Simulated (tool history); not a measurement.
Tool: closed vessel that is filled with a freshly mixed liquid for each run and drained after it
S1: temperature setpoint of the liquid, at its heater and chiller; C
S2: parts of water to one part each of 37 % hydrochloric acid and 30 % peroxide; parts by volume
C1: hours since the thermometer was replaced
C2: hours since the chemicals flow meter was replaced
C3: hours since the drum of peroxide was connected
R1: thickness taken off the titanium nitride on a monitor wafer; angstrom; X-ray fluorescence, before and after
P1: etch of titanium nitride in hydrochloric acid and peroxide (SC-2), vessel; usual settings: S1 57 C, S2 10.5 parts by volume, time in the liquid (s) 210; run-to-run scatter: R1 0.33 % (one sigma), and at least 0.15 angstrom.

Run 1, hour 6: S1 57 C, S2 10.5 parts by volume, time in the liquid (s) 210; C1 552; C2 674.5; C3 358.8. Result: R1 68.318 angstrom.
Run 2, hour 15.6: S1 57 C, S2 10.5 parts by volume, time in the liquid (s) 210; C1 561.6; C2 684.1; C3 368.4. Result: R1 68.389 angstrom.
Run 3, hour 22.2: S1 65 C, S2 10.5 parts by volume, time in the liquid (s) 390; C1 568.2; C2 690.7; C3 375. Result: R1 207.76 angstrom.
Run 4, hour 29.5: S1 57 C, S2 10.5 parts by volume, time in the liquid (s) 30; C1 575.5; C2 698; C3 382.3. Result: R1 9.6429 angstrom.
Run 5, hour 38.5: S1 57 C, S2 10.5 parts by volume, time in the liquid (s) 210; C1 584.5; C2 707; C3 391.3. Result: R1 67.877 angstrom.
Run 6, hour 48.2: S1 57 C, S2 16 parts by volume, time in the liquid (s) 210; C1 594.2; C2 716.7; C3 401. Result: R1 47.298 angstrom.
Run 7, hour 58.2: S1 57 C, S2 10.5 parts by volume, time in the liquid (s) 210; C1 604.2; C2 726.7; C3 411. Result: R1 67.43 angstrom.
Run 8, hour 67: S1 57 C, S2 10.5 parts by volume, time in the liquid (s) 420; C1 613; C2 735.5; C3 419.8. Result: R1 135.16 angstrom.
Run 9, hour 74.9: S1 57 C, S2 10.5 parts by volume, time in the liquid (s) 210; C1 620.9; C2 743.4; C3 427.7. Result: R1 68.13 angstrom.
Run 10, hour 85.1: S1 57 C, S2 10.5 parts by volume, time in the liquid (s) 210; C1 631.1; C2 753.6; C3 437.9. Result: R1 67.654 angstrom.
Run 11, hour 90.6: S1 45.5 C, S2 10.5 parts by volume, time in the liquid (s) 85; C1 636.6; C2 759.1; C3 443.4. Result: R1 12.712 angstrom.
Run 12, hour 98.7: S1 57 C, S2 14 parts by volume, time in the liquid (s) 75; C1 644.7; C2 767.2; C3 451.5. Result: R1 19.045 angstrom.
Run 13, hour 107.2: S1 72 C, S2 10.5 parts by volume, time in the liquid (s) 210; C1 653.2; C2 775.7; C3 460. Result: R1 170.37 angstrom.
Run 14, hour 116.6: S1 47 C, S2 10.5 parts by volume, time in the liquid (s) 210; C1 662.6; C2 785.1; C3 469.4. Result: R1 35.305 angstrom.
Run 15, hour 123.5: S1 57 C, S2 4 parts by volume, time in the liquid (s) 210; C1 669.5; C2 792; C3 476.3. Result: R1 140.99 angstrom.
Run 16, hour 128.1: S1 57 C, S2 10.5 parts by volume, time in the liquid (s) 210; C1 674.1; C2 796.6; C3 480.9. Result: R1 67.708 angstrom.
Run 17, hour 134.7: S1 57 C, S2 10.5 parts by volume, time in the liquid (s) 210; C1 680.7; C2 803.2; C3 487.5. Result: R1 69.697 angstrom.
Run 18, hour 142: S1 57 C, S2 10.5 parts by volume, time in the liquid (s) 210; C1 688; C2 810.5; C3 494.8. Result: R1 70.775 angstrom.
Run 19, hour 150.9: S1 57 C, S2 10.5 parts by volume, time in the liquid (s) 210; C1 696.9; C2 819.4; C3 503.7. Result: R1 71.499 angstrom.
Run 20, hour 161.4: S1 57 C, S2 10.5 parts by volume, time in the liquid (s) 210; C1 707.4; C2 829.9; C3 514.2. Result: R1 71.73 angstrom.
Run 21, hour 168: S1 57 C, S2 10.5 parts by volume, time in the liquid (s) 210; C1 714; C2 836.5; C3 520.8. Result: R1 72.08 angstrom.

The next listed run, before its measurement:
Run 22, hour 174.9: S1 57 C, S2 10.5 parts by volume, time in the liquid (s) 210; C1 720.9; C2 843.4; C3 527.7. Result: R1 ?.

Run 22 gave R1 72.536 angstrom.
